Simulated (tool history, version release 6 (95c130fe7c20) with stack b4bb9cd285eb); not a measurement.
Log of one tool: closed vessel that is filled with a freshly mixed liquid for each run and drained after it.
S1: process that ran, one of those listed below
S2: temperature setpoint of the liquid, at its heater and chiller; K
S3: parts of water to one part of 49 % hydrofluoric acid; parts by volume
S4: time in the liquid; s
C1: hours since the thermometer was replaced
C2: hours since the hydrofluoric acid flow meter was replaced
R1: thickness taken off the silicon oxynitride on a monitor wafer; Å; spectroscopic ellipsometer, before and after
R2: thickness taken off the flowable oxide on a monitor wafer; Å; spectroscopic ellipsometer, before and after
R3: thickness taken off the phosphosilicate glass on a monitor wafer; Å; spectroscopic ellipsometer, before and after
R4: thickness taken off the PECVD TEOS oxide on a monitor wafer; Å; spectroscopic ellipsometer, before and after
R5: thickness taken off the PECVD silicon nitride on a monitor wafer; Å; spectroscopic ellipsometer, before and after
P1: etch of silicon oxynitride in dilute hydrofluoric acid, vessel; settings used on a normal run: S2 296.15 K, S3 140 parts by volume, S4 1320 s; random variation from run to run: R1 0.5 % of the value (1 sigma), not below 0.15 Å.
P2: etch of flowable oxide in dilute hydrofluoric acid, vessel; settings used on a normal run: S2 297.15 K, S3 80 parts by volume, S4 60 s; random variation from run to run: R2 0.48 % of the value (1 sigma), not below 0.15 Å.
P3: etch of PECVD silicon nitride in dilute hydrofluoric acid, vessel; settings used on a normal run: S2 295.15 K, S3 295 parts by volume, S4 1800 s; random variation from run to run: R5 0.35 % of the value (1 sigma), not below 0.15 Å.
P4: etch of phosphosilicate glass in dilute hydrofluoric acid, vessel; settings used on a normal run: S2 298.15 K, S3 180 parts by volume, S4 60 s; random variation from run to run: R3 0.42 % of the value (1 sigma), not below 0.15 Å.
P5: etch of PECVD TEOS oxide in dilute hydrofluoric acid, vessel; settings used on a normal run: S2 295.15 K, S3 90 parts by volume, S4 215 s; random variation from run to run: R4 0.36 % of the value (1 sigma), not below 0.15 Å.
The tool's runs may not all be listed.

Run 1, hour 12.5: S1 P1, S2 296.15 K, S3 140 parts by volume, S4 1320 s; C1 2071.6; C2 425.5. Result: R1 418.210 Å.
Run 2, hour 27.0: S1 P1, S2 296.15 K, S3 140 parts by volume, S4 130 s; C1 2086.1; C2 440.0. Result: R1 41.333 Å.
Run 3, hour 37.5: S1 P2, S2 297.15 K, S3 80 parts by volume, S4 60 s; C1 2096.6; C2 450.5. Result: R2 454.10 Å.
Run 4, hour 50.2: S1 P1, S2 291.65 K, S3 240 parts by volume, S4 1320 s; C1 2109.3; C2 463.2. Result: R1 183.690 Å.
Run 5, hour 65.0: S1 P4, S2 298.15 K, S3 180 parts by volume, S4 30 s; C1 2124.1; C2 478.0. Result: R3 219.78 Å.
Run 6, hour 75.8: S1 P5, S2 295.15 K, S3 20 parts by volume, S4 215 s; C1 2134.9; C2 488.8. Result: R4 1647.70 Å.
Run 7, hour 83.6: S1 P1, S2 296.15 K, S3 205 parts by volume, S4 1320 s; C1 2142.7; C2 496.6. Result: R1 272.840 Å.
Run 8, hour 98.5: S1 P4, S2 291.15 K, S3 180 parts by volume, S4 60 s; C1 2157.6; C2 511.5. Result: R3 335.80 Å.
Run 9, hour 110.9: S1 P2, S2 290.15 K, S3 80 parts by volume, S4 60 s; C1 2170.0; C2 523.9. Result: R2 337.10 Å.
Run 10, hour 128.3: S1 P2, S2 297.15 K, S3 20 parts by volume, S4 60 s; C1 2187.4; C2 541.3. Result: R2 1943.60 Å.
Run 11, hour 142.5: S1 P3, S2 295.15 K, S3 295 parts by volume, S4 3445 s; C1 2201.6; C2 555.5. Result: R5 317.87 Å.
Run 12, hour 160.0: S1 P3, S2 301.15 K, S3 295 parts by volume, S4 1800 s; C1 2219.1; C2 573.0. Result: R5 238.46 Å.
Run 13, hour 173.6: S1 P5, S2 301.65 K, S3 90 parts by volume, S4 215 s; C1 2232.7; C2 586.6. Result: R4 433.10 Å.
Run 14, hour 187.6: S1 P5, S2 295.15 K, S3 90 parts by volume, S4 215 s; C1 2246.7; C2 600.6. Result: R4 336.66 Å.
Run 15, hour 198.1: S1 P1, S2 291.65 K, S3 140 parts by volume, S4 1320 s; C1 2257.2; C2 611.1. Result: R1 336.270 Å.
Run 16, hour 206.2: S1 P1, S2 296.15 K, S3 140 parts by volume, S4 1320 s; C1 2265.3; C2 619.2. Result: R1 419.490 Å.
Run 17, hour 221.3: S1 P3, S2 295.15 K, S3 125 parts by volume, S4 1800 s; C1 2280.4; C2 634.3. Result: R5 383.13 Å.
At hour 234.6: thermometer replaced.
Run 18, hour 237.8: S1 P4, S2 298.15 K, S3 45 parts by volume, S4 60 s; C1 3.2; C2 650.8. Result: R3 2076.20 Å.
Run 19, hour 246.7: S1 P1, S2 302.15 K, S3 40 parts by volume, S4 1320 s; C1 12.1; C2 659.7. Result: R1 2121.400 Å.
Run 20, hour 260.5: S1 P5, S2 295.15 K, S3 90 parts by volume, S4 435 s; C1 25.9; C2 673.5. Result: R4 679.28 Å.
Run 21, hour 271.0: S1 P1, S2 303.65 K, S3 140 parts by volume, S4 1320 s; C1 36.4; C2 684.0. Result: R1 587.280 Å.
Run 22, hour 284.0: S1 P4, S2 298.15 K, S3 180 parts by volume, S4 60 s; C1 49.4; C2 697.0. Result: R3 436.28 Å.
Run 23, hour 291.9: S1 P3, S2 295.15 K, S3 295 parts by volume, S4 1800 s; C1 57.3; C2 704.9. Result: R5 164.99 Å.
Run 24, hour 303.2: S1 P1, S2 296.15 K, S3 45 parts by volume, S4 1320 s; C1 68.6; C2 716.2. Result: R1 1397.700 Å.
Run 25, hour 311.9: S1 P4, S2 298.15 K, S3 180 parts by volume, S4 60 s; C1 77.3; C2 724.9. Result: R3 438.22 Å.
Run 26, hour 320.2: S1 P2, S2 297.15 K, S3 80 parts by volume, S4 110 s; C1 85.6; C2 733.2. Result: R2 824.83 Å.
Run 27, hour 334.3: S1 P1, S2 296.15 K, S3 140 parts by volume, S4 1320 s; C1 99.7; C2 747.3. Result: R1 419.680 Å.
Run 28, hour 350.0: S1 P3, S2 295.15 K, S3 295 parts by volume, S4 1800 s; C1 115.4; C2 763.0. Result: R5 164.18 Å.
Run 29, hour 367.1: S1 P1, S2 303.15 K, S3 35 parts by volume, S4 1320 s; C1 132.5; C2 780.1. Result: R1 2565.000 Å.
Run 30, hour 382.7: S1 P1, S2 296.15 K, S3 140 parts by volume, S4 1320 s; C1 148.1; C2 795.7. Result: R1 418.990 Å.
Run 31, hour 392.7: S1 P1, S2 296.15 K, S3 140 parts by volume, S4 2050 s; C1 158.1; C2 805.7. Result: R1 650.540 Å.
Run 32, hour 401.4: S1 P5, S2 295.15 K, S3 90 parts by volume, S4 215 s; C1 166.8; C2 814.4. Result: R4 335.77 Å.
Run 33, hour 417.3: S1 P1, S2 296.15 K, S3 140 parts by volume, S4 1320 s; C1 182.7; C2 830.3. Result: R1 416.910 Å.
Run 34, hour 425.0: S1 P1, S2 296.15 K, S3 140 parts by volume, S4 1320 s; C1 190.4; C2 838.0. Result: R1 427.930 Å.
Run 35, hour 434.1: S1 P1, S2 296.15 K, S3 140 parts by volume, S4 1320 s; C1 199.5; C2 847.1. Result: R1 434.920 Å.
Run 36, hour 443.8: S1 P1, S2 296.15 K, S3 140 parts by volume, S4 1320 s; C1 209.2; C2 856.8. Result: R1 442.530 Å.
Run 37, hour 460.0: S1 P1, S2 296.15 K, S3 140 parts by volume, S4 1320 s; C1 225.4; C2 873.0. Result: R1 446.500 Å.
Run 38, hour 469.0: S1 P1, S2 296.15 K, S3 140 parts by volume, S4 1320 s; C1 234.4; C2 882.0. Result: R1 451.290 Å.
Run 39, hour 485.4: S1 P1, S2 296.15 K, S3 140 parts by volume, S4 1320 s; C1 250.8; C2 898.4. Result: R1 451.900 Å.
Run 40, hour 500.6: S1 P1, S2 296.15 K, S3 140 parts by volume, S4 1320 s; C1 266.0; C2 913.6. Result: R1 452.310 Å.
Run 41, hour 508.8: S1 P1, S2 296.15 K, S3 140 parts by volume, S4 1320 s; C1 274.2; C2 921.8. Result: R1 458.720 Å.
Run 42, hour 523.0: S1 P1, S2 296.15 K, S3 140 parts by volume, S4 1320 s; C1 288.4; C2 936.0. Result: R1 455.790 Å.
Run 43, hour 535.2: S1 P1, S2 296.15 K, S3 140 parts by volume, S4 1320 s; C1 300.6; C2 948.2. Result: R1 460.130 Å.
Run 44, hour 550.6: S1 P1, S2 296.15 K, S3 140 parts by volume, S4 1320 s; C1 316.0; C2 963.6. Result: R1 457.220 Å.

The log shows P1 creeping away from where it was. Any of the 2 causes listed here, at the size stated for it, fits the log just as well as the others:
A: hydrofluoric acid flow above the setpoint (%) = 8.1
B: liquid hotter than its thermometer reads (K) = 1.87
Creep in the process output first set in at about hour 417.3.

The check runs listed below each take one wafer, and their results are still question marks. Under which run would the listed causes lead to clearly different results?
Run check 1, hour 566.0: S1 P4, S2 292.65 K, S3 45 parts by volume, S4 60 s. Result: R3 ?.
Run check 2, hour 566.0: S1 P2, S2 293.65 K, S3 80 parts by volume, S4 85 s. Result: R2 ?.
Run check 3, hour 566.0: S1 P3, S2 300.65 K, S3 295 parts by volume, S4 1800 s. Result: R5 ?.
Run check 4, hour 566.0: S1 P5, S2 298.15 K, S3 60 parts by volume, S4 215 s. Result: R4 ?.

Expected result of each check under each candidate cause:
  check  result     if A     if B
check 1      R3  1780.90  1776.60
check 2      R2   603.17   598.38
check 3      R5   249.31   257.05
check 4      R4   642.76   637.09
Per-check spread between the two closest causes, in the result where they differ most: check 1 0.24 %; check 2 0.8 %; check 3 3.05 %; check 4 0.89 %
The causes can be told apart only by check 3. The other checks would give nearly the same results under each of them.

The results of check 3 are: R5 249.23 Å. Based on these, which of the listed causes is it?

Of the candidate causes, it is A: hydrofluoric acid flow above the setpoint (%).
